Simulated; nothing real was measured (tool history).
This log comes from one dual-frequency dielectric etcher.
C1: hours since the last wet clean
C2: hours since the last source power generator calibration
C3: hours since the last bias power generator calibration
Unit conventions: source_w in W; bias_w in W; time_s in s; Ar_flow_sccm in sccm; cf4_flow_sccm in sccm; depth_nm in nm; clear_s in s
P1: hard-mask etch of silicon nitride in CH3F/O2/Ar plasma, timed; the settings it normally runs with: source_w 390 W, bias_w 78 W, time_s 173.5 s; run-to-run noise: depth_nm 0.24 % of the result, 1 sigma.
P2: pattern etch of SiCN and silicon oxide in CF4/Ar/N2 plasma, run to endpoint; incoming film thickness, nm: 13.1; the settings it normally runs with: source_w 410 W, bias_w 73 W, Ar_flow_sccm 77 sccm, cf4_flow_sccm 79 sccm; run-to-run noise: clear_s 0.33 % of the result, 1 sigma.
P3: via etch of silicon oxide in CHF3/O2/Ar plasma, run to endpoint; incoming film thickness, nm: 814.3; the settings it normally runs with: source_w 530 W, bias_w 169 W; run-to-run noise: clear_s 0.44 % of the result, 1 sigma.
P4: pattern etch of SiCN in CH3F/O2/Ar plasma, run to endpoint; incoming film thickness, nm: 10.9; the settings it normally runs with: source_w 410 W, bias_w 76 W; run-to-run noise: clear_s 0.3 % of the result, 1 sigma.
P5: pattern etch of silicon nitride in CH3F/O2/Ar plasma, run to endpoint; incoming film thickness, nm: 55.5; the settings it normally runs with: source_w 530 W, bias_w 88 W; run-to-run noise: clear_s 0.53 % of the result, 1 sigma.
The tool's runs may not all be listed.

Run 1, hour 8.1: process P1, source_w 390 W, bias_w 78 W, time_s 173.5 s; C1 69.2; C2 505.5; C3 3336.6. Result: depth_nm 122.53 nm.
Run 2, hour 19: process P3, source_w 530 W, bias_w 222 W; C1 80.1; C2 516.4; C3 3347.5. Result: clear_s 393.2 s.
Run 3, hour 34.5: process P1, source_w 390 W, bias_w 60 W, time_s 173.5 s; C1 95.6; C2 531.9; C3 3363. Result: depth_nm 112.46 nm.
Run 4, hour 49.8: process P1, source_w 390 W, bias_w 78 W, time_s 173.5 s; C1 110.9; C2 547.2; C3 3378.3. Result: depth_nm 122.6 nm.
Run 5, hour 61.1: process P3, source_w 710 W, bias_w 169 W; C1 122.2; C2 558.5; C3 3389.6. Result: clear_s 388.16 s.
Run 6, hour 71.8: process P5, source_w 530 W, bias_w 88 W; C1 132.9; C2 569.2; C3 3400.3. Result: clear_s 69.127 s.
Run 7, hour 86.8: process P2, source_w 410 W, bias_w 73 W, Ar_flow_sccm 77 sccm, cf4_flow_sccm 79 sccm; C1 147.9; C2 584.2; C3 3415.3. Result: clear_s 15.744 s.
Run 8, hour 101.4: process P4, source_w 410 W, bias_w 76 W; C1 162.5; C2 598.8; C3 3429.9. Result: clear_s 29.198 s.
Run 9, hour 115: process P1, source_w 280 W, bias_w 108 W, time_s 173.5 s; C1 176.1; C2 612.4; C3 3443.5. Result: depth_nm 121.97 nm.
Run 10, hour 124.8: process P4, source_w 550 W, bias_w 76 W; C1 185.9; C2 622.2; C3 3453.3. Result: clear_s 25.954 s.
Run 11, hour 138.6: process P3, source_w 530 W, bias_w 169 W; C1 199.7; C2 636; C3 3467.1. Result: clear_s 433.36 s.
Run 12, hour 149.8: process P1, source_w 390 W, bias_w 100 W, time_s 173.5 s; C1 210.9; C2 647.2; C3 3478.3. Result: depth_nm 133.65 nm.
Run 13, hour 160.8: process P1, source_w 390 W, bias_w 78 W, time_s 173.5 s; C1 221.9; C2 658.2; C3 3489.3. Result: depth_nm 122.48 nm.
Run 14, hour 171: process P1, source_w 390 W, bias_w 78 W, time_s 173.5 s; C1 232.1; C2 668.4; C3 3499.5. Result: depth_nm 122.96 nm.
Run 15, hour 184.4: process P2, source_w 410 W, bias_w 45 W, Ar_flow_sccm 77 sccm, cf4_flow_sccm 79 sccm; C1 245.5; C2 681.8; C3 3512.9. Result: clear_s 18.279 s.
Run 16, hour 197.7: process P4, source_w 410 W, bias_w 76 W; C1 258.8; C2 695.1; C3 3526.2. Result: clear_s 29.015 s.
Run 17, hour 209.9: process P2, source_w 410 W, bias_w 73 W, Ar_flow_sccm 106 sccm, cf4_flow_sccm 79 sccm; C1 271; C2 707.3; C3 3538.4. Result: clear_s 16.655 s.
Run 18, hour 222.6: process P5, source_w 530 W, bias_w 57 W; C1 283.7; C2 720; C3 3551.1. Result: clear_s 79.733 s.
Run 19, hour 230.4: process P5, source_w 690 W, bias_w 88 W; C1 291.5; C2 727.8; C3 3558.9. Result: clear_s 62.56 s.
Run 20, hour 238.9: process P1, source_w 390 W, bias_w 78 W, time_s 247.5 s; C1 300; C2 736.3; C3 3567.4. Result: depth_nm 175.33 nm.
Run 21, hour 253.4: process P1, source_w 300 W, bias_w 78 W, time_s 173.5 s; C1 314.5; C2 750.8; C3 3581.9. Result: depth_nm 111.46 nm.
Run 22, hour 262.3: process P2, source_w 410 W, bias_w 73 W, Ar_flow_sccm 77 sccm, cf4_flow_sccm 111 sccm; C1 323.4; C2 759.7; C3 3590.8. Result: clear_s 15.145 s.
Run 23, hour 269.4: process P1, source_w 480 W, bias_w 78 W, time_s 173.5 s; C1 330.5; C2 766.8; C3 3597.9. Result: depth_nm 132.71 nm.
Run 24, hour 284.7: process P1, source_w 390 W, bias_w 78 W, time_s 95.5 s; C1 345.8; C2 782.1; C3 3613.2. Result: depth_nm 67.445 nm.
Run 25, hour 299.2: process P2, source_w 540 W, bias_w 73 W, Ar_flow_sccm 77 sccm, cf4_flow_sccm 79 sccm; C1 360.3; C2 796.6; C3 3627.7. Result: clear_s 12.401 s.
Run 26, hour 309: process P3, source_w 530 W, bias_w 169 W; C1 370.1; C2 806.4; C3 3637.5. Result: clear_s 431.29 s.
Run 27, hour 316.3: process P4, source_w 410 W, bias_w 97 W; C1 377.4; C2 813.7; C3 3644.8. Result: clear_s 26.451 s.
Run 28, hour 330.8: process P1, source_w 390 W, bias_w 78 W, time_s 173.5 s; C1 391.9; C2 828.2; C3 3659.3. Result: depth_nm 123.08 nm.
Run 29, hour 346.7: process P1, source_w 390 W, bias_w 78 W, time_s 173.5 s; C1 407.8; C2 844.1; C3 3675.2. Result: depth_nm 123.47 nm.
Run 30, hour 362.3: process P1, source_w 390 W, bias_w 78 W, time_s 173.5 s; C1 423.4; C2 859.7; C3 3690.8. Result: depth_nm 123.9 nm.
Run 31, hour 369.8: process P1, source_w 390 W, bias_w 78 W, time_s 173.5 s; C1 430.9; C2 867.2; C3 3698.3. Result: depth_nm 124.58 nm.
Run 32, hour 383.8: process P1, source_w 390 W, bias_w 78 W, time_s 173.5 s; C1 444.9; C2 881.2; C3 3712.3. Result: depth_nm 124.36 nm.
Run 33, hour 395.1: process P1, source_w 390 W, bias_w 78 W, time_s 173.5 s; C1 456.2; C2 892.5; C3 3723.6. Result: depth_nm 124.03 nm.
At hour 400.6: wet clean of the chamber.
Run 34, hour 408.9: process P1, source_w 390 W, bias_w 78 W, time_s 173.5 s; C1 8.4; C2 906.3; C3 3737.4. Result: depth_nm 124.34 nm.
Run 35, hour 420.3: process P1, source_w 390 W, bias_w 78 W, time_s 173.5 s; C1 19.8; C2 917.7; C3 3748.8. Result: depth_nm 123.99 nm.
Run 36, hour 432.6: process P1, source_w 390 W, bias_w 78 W, time_s 173.5 s; C1 32.1; C2 930; C3 3761.1. Result: depth_nm 124.24 nm.

P1 has crept away from where it was. The log is fitted equally well by each of these 2 causes, at the sizes shown:
A: source power that arrives over what is set, % = 3.56
B: bias power that arrives over what is set, % = 3.82
The gradual shift began around hour 330.8.
All other causes, with the reason each is excluded:
chamber walls in a state that raises the etch rate, %: serviced at hour 400.6, after the change had begun; the process did not return to its earlier output

You are offered 4 check runs, listed below with question marks in place of their results; each one averages 2 wafers. Which run separates the listed causes by giving clearly different results for each?
Run check 1, hour 444.9: process P4, source_w 540 W, bias_w 96 W. Result: clear_s ?.
Run check 2, hour 444.9: process P5, source_w 690 W, bias_w 88 W. Result: clear_s ?.
Run check 3, hour 444.9: process P2, source_w 410 W, bias_w 47 W, Ar_flow_sccm 77 sccm, cf4_flow_sccm 79 sccm. Result: clear_s ?.
Run check 4, hour 444.9: process P3, source_w 660 W, bias_w 215 W. Result: clear_s ?.

Predicted outcomes, by check and by cause:
  check   result    if A    if B
check 1  clear_s  23.765  23.746
check 2  clear_s  61.464  61.485
check 3  clear_s  17.506   17.87
check 4  clear_s  361.39  361.49
Per-check spread between the two closest causes, in the result where they differ most: check 1 0.08 %; check 2 0.03 %; check 3 2.06 %; check 4 0.03 %
The causes can be told apart only by check 3. The other checks would give nearly the same results under each of them.

After running check 3, the following was obtained: clear_s 17.479 s. Which cause does this point to?

A is the cause: source power that arrives over what is set, %.
